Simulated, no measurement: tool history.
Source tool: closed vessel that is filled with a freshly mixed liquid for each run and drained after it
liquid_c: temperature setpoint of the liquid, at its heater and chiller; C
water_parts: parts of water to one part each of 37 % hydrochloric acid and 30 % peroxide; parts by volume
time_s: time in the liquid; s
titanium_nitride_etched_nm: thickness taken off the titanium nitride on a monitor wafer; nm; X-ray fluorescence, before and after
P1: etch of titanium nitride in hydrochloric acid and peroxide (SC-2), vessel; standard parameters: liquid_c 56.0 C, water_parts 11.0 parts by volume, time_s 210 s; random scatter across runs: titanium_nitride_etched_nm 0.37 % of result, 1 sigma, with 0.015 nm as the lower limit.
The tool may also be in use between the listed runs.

| run | hour | liquid_c | water_parts | time_s | hours since the thermometer was replaced | hours since the chemicals flow meter was replaced | hours since the drum of peroxide was connected | titanium_nitride_etched_nm |
|---|---|---|---|---|---|---|---|---|
| 1 | 9.0 | 56.0 | 11.0 | 210 | 715.3 | 222.9 | 560.1 | 10.2500 |
| 2 | 18.9 | 41.0 | 11.0 | 210 | 725.2 | 232.8 | 570.0 | 3.7086 |
| 3 | 30.4 | 56.0 | 11.0 | 30 | 736.7 | 244.3 | 581.5 | 1.4495 |
| 4 | 42.4 | 46.5 | 15.0 | 210 | 748.7 | 256.3 | 593.5 | 4.1294 |
| 5 | 49.4 | 56.0 | 11.0 | 210 | 755.7 | 263.3 | 600.5 | 10.1510 |
| 6 | 59.3 | 56.0 | 11.0 | 210 | 765.6 | 273.2 | 610.4 | 10.1690 |
| 7 | 72.0 | 56.0 | 11.0 | 330 | 778.3 | 285.9 | 623.1 | 16.0800 |
| 8 | 79.0 | 46.0 | 11.0 | 335 | 785.3 | 292.9 | 630.1 | 8.3751 |
| 9 | 85.3 | 56.0 | 11.0 | 210 | 791.6 | 299.2 | 636.4 | 10.2580 |
| 10 | 93.0 | 70.5 | 11.0 | 210 | 799.3 | 306.9 | 644.1 | 24.9050 |
| 11 | 103.6 | 56.0 | 4.0 | 210 | 809.9 | 317.5 | 654.7 | 21.9700 |
| 12 | 110.2 | 56.0 | 18.5 | 210 | 816.5 | 324.1 | 661.3 | 6.4445 |
| 13 | 120.7 | 40.5 | 11.0 | 80 | 827.0 | 334.6 | 671.8 | 1.3625 |
| 14 | 130.8 | 56.0 | 11.0 | 210 | 837.1 | 344.7 | 681.9 | 10.2240 |
| 15 | 137.4 | 56.0 | 11.0 | 210 | 843.7 | 351.3 | 688.5 | 10.1690 |
| 16 | 147.3 | 56.0 | 11.0 | 210 | 853.6 | 361.2 | 698.4 | 10.2250 |
| 17 | 159.8 | 56.0 | 11.0 | 210 | 866.1 | 373.7 | 710.9 | 10.1550 |
| 18 | 169.1 | 56.0 | 11.0 | 210 | 875.4 | 383.0 | 720.2 | 10.5350 |
| 19 | 179.6 | 56.0 | 11.0 | 210 | 885.9 | 393.5 | 730.7 | 10.8840 |
| 20 | 190.6 | 56.0 | 11.0 | 210 | 896.9 | 404.5 | 741.7 | 10.9750 |
| 21 | 197.2 | 56.0 | 11.0 | 210 | 903.5 | 411.1 | 748.3 | 11.1550 |
| 22 | 202.9 | 56.0 | 11.0 | 210 | 909.2 | 416.8 | 754.0 | 11.1990 |
| 23 | 211.7 | 56.0 | 11.0 | 210 | 918.0 | 425.6 | 762.8 | 11.2660 |
| 24 | 217.5 | 56.0 | 11.0 | 210 | 923.8 | 431.4 | 768.6 | 11.2160 |
| 25 | 224.4 | 56.0 | 11.0 | 210 | 930.7 | 438.3 | 775.5 | 11.1660 |

What P1 gives has crept away from where it was. These 2 causes fit the log equally well, each at the size given:
A: liquid hotter than its thermometer reads (K) = 1.46
B: chemicals flow above the setpoint (%) = 11.7
The process output started creeping at around hour 159.8.
The rest of the possible causes, and what rules out each one:
peroxide weaker than its label (%): capped at 8; at that size titanium_nitride_etched_nm would change by -7.4 %, too little to explain the creep or opposite to it

Which of the 4 check runs listed below, each an average over 2 wafers with its results shown as question marks, gives clearly different results under the different listed causes?
| check 1 | 231.3 | 56.0 | 16.0 | 210 |  |  |  | ? |
| check 2 | 231.3 | 56.0 | 4.0 | 295 |  |  |  | ? |
| check 3 | 231.3 | 68.0 | 11.0 | 210 |  |  |  | ? |
| check 4 | 231.3 | 56.0 | 18.0 | 35 |  |  |  | ? |

How each check would come out, cause by cause:
| check | result | if A | if B |
|---|---|---|---|
| check 1 | titanium_nitride_etched_nm | 8.0826 | 8.1176 |
| check 2 | titanium_nitride_etched_nm | 34.0620 | 33.3540 |
| check 3 | titanium_nitride_etched_nm | 23.4010 | 23.5370 |
| check 4 | titanium_nitride_etched_nm | 1.2124 | 1.2192 |
Gap, in per cent, between the two causes that each check separates least, read from the result that separates them most: check 1 0.43 %; check 2 2.1 %; check 3 0.58 %; check 4 0.56 %
The other checks would show nearly matching results whichever cause is true, so check 2 is the only one that separates the causes.

Running check 2 produced the following: titanium_nitride_etched_nm 34.0740 nm. Which one of the listed causes fits?

It is A: liquid hotter than its thermometer reads (K).

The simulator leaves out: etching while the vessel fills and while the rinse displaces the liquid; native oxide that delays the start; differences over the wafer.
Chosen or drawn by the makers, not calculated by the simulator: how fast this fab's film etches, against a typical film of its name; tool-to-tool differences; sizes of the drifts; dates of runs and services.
